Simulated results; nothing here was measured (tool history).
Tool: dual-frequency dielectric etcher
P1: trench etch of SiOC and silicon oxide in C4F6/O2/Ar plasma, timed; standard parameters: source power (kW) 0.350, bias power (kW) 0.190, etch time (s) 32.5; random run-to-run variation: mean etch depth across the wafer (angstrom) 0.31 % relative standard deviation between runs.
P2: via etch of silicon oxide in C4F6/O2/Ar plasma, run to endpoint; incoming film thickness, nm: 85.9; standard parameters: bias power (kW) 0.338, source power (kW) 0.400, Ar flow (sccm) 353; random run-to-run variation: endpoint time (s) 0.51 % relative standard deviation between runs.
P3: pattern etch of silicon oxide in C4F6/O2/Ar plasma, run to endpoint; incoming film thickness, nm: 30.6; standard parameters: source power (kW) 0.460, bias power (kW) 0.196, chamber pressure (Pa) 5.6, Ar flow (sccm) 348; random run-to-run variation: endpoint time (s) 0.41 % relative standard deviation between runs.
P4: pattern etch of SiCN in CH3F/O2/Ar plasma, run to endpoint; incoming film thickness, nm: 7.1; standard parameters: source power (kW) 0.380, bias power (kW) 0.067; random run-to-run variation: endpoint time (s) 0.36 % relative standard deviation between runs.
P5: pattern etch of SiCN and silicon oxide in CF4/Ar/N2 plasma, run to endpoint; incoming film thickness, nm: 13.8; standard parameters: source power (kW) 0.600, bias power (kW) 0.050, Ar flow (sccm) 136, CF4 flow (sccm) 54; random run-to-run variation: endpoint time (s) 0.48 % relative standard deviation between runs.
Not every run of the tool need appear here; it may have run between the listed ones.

run   hour  process that ran  source power (kW)  bias power (kW)  etch time (s)  chamber pressure (Pa)  Ar flow (sccm)  CF4 flow (sccm)  hours since the last wet clean  hours since the last source power generator calibration  hours since the last bias power generator calibration  mean etch depth across the wafer (angstrom)  endpoint time (s)
  1    8.0                P1              0.350            0.190           32.5                                                                                   446.7                                                   1037.3                                                 1042.7                                       606.46
  2   12.9                P3              0.460            0.196                                   5.6             441                                            451.6                                                   1042.2                                                 1047.6                                                          9.6629
  3   20.7                P1              0.490            0.190           18.5                                                                                   459.4                                                   1050.0                                                 1055.4                                       392.29
  4   26.1                P2              0.400            0.201                                                   353                                            464.8                                                   1055.4                                                 1060.8                                                         25.7710
  5   31.2                P1              0.350            0.190           32.5                                                                                   469.9                                                   1060.5                                                 1065.9                                       608.21
  6   38.1                P5              0.600            0.050                                                   136               54                           476.8                                                   1067.4                                                 1072.8                                                         15.4230
  7   43.1                P3              0.580            0.196                                   5.6             348                                            481.8                                                   1072.4                                                 1077.8                                                          8.6296
  8   50.1                P1              0.350            0.190           32.5                                                                                   488.8                                                   1079.4                                                 1084.8                                       605.58
  9   55.2                P1              0.480            0.264           32.5                                                                                   493.9                                                   1084.5                                                 1089.9                                       762.68
 10   60.8                P1              0.350            0.190           40.5                                                                                   499.5                                                   1090.1                                                 1095.5                                       756.64
 11   64.8                P2              0.400            0.338                                                   353                                            503.5                                                   1094.1                                                 1099.5                                                         21.7890
 12   69.2                P5              0.600            0.050                                                   136               42                           507.9                                                   1098.5                                                 1103.9                                                         16.2170
 13   74.5                P5              0.600            0.050                                                   192               54                           513.2                                                   1103.8                                                 1109.2                                                         16.4810
 14   80.9                P4              0.520            0.067                                                                                                  519.6                                                   1110.2                                                 1115.6                                                         17.8120
 15   87.3                P1              0.350            0.190           32.5                                                                                   526.0                                                   1116.6                                                 1122.0                                       603.21
 16   94.1                P3              0.460            0.142                                   5.6             348                                            532.8                                                   1123.4                                                 1128.8                                                         10.3760
 17  101.0                P1              0.350            0.190           18.0                                                                                   539.7                                                   1130.3                                                 1135.7                                       336.20
 18  105.5                P5              0.600            0.064                                                   136               54                           544.2                                                   1134.8                                                 1140.2                                                         14.2690
 19  110.8                P1              0.350            0.254           32.5                                                                                   549.5                                                   1140.1                                                 1145.5                                       669.12
 20  117.6                P2              0.400            0.338                                                   479                                            556.3                                                   1146.9                                                 1152.3                                                         22.6530
 21  124.7                P4              0.380            0.089                                                                                                  563.4                                                   1154.0                                                 1159.4                                                         18.3140
 22  132.0                P1              0.270            0.190           32.5                                                                                   570.7                                                   1161.3                                                 1166.7                                       548.26
 23  138.8                P1              0.350            0.190           32.5                                                                                   577.5                                                   1168.1                                                 1173.5                                       604.73
 24  146.6                P3              0.460            0.196                                   3.3             348                                            585.3                                                   1175.9                                                 1181.3                                                          8.8717
 25  151.4                P3              0.460            0.196                                   5.6             348                                            590.1                                                   1180.7                                                 1186.1                                                          9.4351
     157.1  -- bias power generator calibrated
 26  157.1                P4              0.380            0.067                                                                                                  595.8                                                   1186.4                                                    0.1                                                         20.1200
 27  160.7                P1              0.350            0.113           32.5                                                                                   599.4                                                   1190.0                                                    3.7                                       516.54
 28  168.7                P2              0.550            0.338                                                   353                                            607.4                                                   1198.0                                                   11.7                                                         19.1260
 29  176.1                P1              0.430            0.190           32.5                                                                                   614.8                                                   1205.4                                                   19.1                                       654.76
 30  183.9                P5              0.850            0.050                                                   136               54                           622.6                                                   1213.2                                                   26.9                                                         11.3330
 31  187.6                P1              0.350            0.240           20.0                                                                                   626.3                                                   1216.9                                                   30.6                                       402.96
 32  191.6                P1              0.350            0.190           32.5                                                                                   630.3                                                   1220.9                                                   34.6                                       606.78
 33  196.9                P1              0.350            0.190           32.5                                                                                   635.6                                                   1226.2                                                   39.9                                       606.77
 34  204.4                P1              0.350            0.190           32.5                                                                                   643.1                                                   1233.7                                                   47.4                                       604.34
 35  210.8                P1              0.350            0.190           32.5                                                                                   649.5                                                   1240.1                                                   53.8                                       600.48
 36  216.0                P1              0.350            0.190           32.5                                                                                   654.7                                                   1245.3                                                   59.0                                       597.38
 37  220.6                P1              0.350            0.190           32.5                                                                                   659.3                                                   1249.9                                                   63.6                                       598.06
 38  227.0                P1              0.350            0.190           32.5                                                                                   665.7                                                   1256.3                                                   70.0                                       596.69
     232.5  -- wet clean of the chamber
 39  233.5                P1              0.350            0.190           32.5                                                                                     1.0                                                   1262.8                                                   76.5                                       598.41
 40  240.1                P1              0.350            0.190           32.5                                                                                     7.6                                                   1269.4                                                   83.1                                       597.13
 41  246.7                P1              0.350            0.190           32.5                                                                                    14.2                                                   1276.0                                                   89.7                                       595.06
 42  250.9                P1              0.350            0.190           32.5                                                                                    18.4                                                   1280.2                                                   93.9                                       596.41

The log shows P1 creeping away from where it was. Any of the 2 causes listed here, at the size stated for it, fits the log just as well as the others:
A: bias power that arrives under what is set, % = 4.77
B: source power that arrives under what is set, % = 3.98
The creep began at about hour 196.9.
Each remaining cause and why it is not a fit:
chamber walls in a state that lowers the etch rate, %: serviced after onset, at hour 232.5, with no recovery of the prior output

You are offered 4 check runs, listed below with question marks in place of their results; each one averages 3 wafers. Which run separates the listed causes by giving clearly different results for each?
check 1  255.1                P5              0.840            0.050                                                   136               54                                                                                                                                                                                                               ?
check 2  255.1                P4              0.380            0.079                                                                                                                                                                                                                                                                                      ?
check 3  255.1                P3              0.460            0.157                                   5.6             397                                                                                                                                                                                                                                ?
check 4  255.1                P2              0.540            0.230                                                   353                                                                                                                                                                                                                                ?

Check results expected under each cause:
  check             result     if A     if B
check 1  endpoint time (s)  11.6850  11.9230
check 2  endpoint time (s)  19.3830  19.3360
check 3  endpoint time (s)  10.4060  10.4190
check 4  endpoint time (s)  22.2880  22.2900
Minimum pairwise separation of causes per check, each pair taken at its best-separating result: check 1 2.02 %; check 2 0.24 %; check 3 0.13 %; check 4 0.01 %
Only check 1 tells the causes apart: in the others they would give nearly the same result.

With check 1 done, the readings were: endpoint time (s) 11.7350. Identify which of the listed causes applies.

It is A: bias power that arrives under what is set, %.
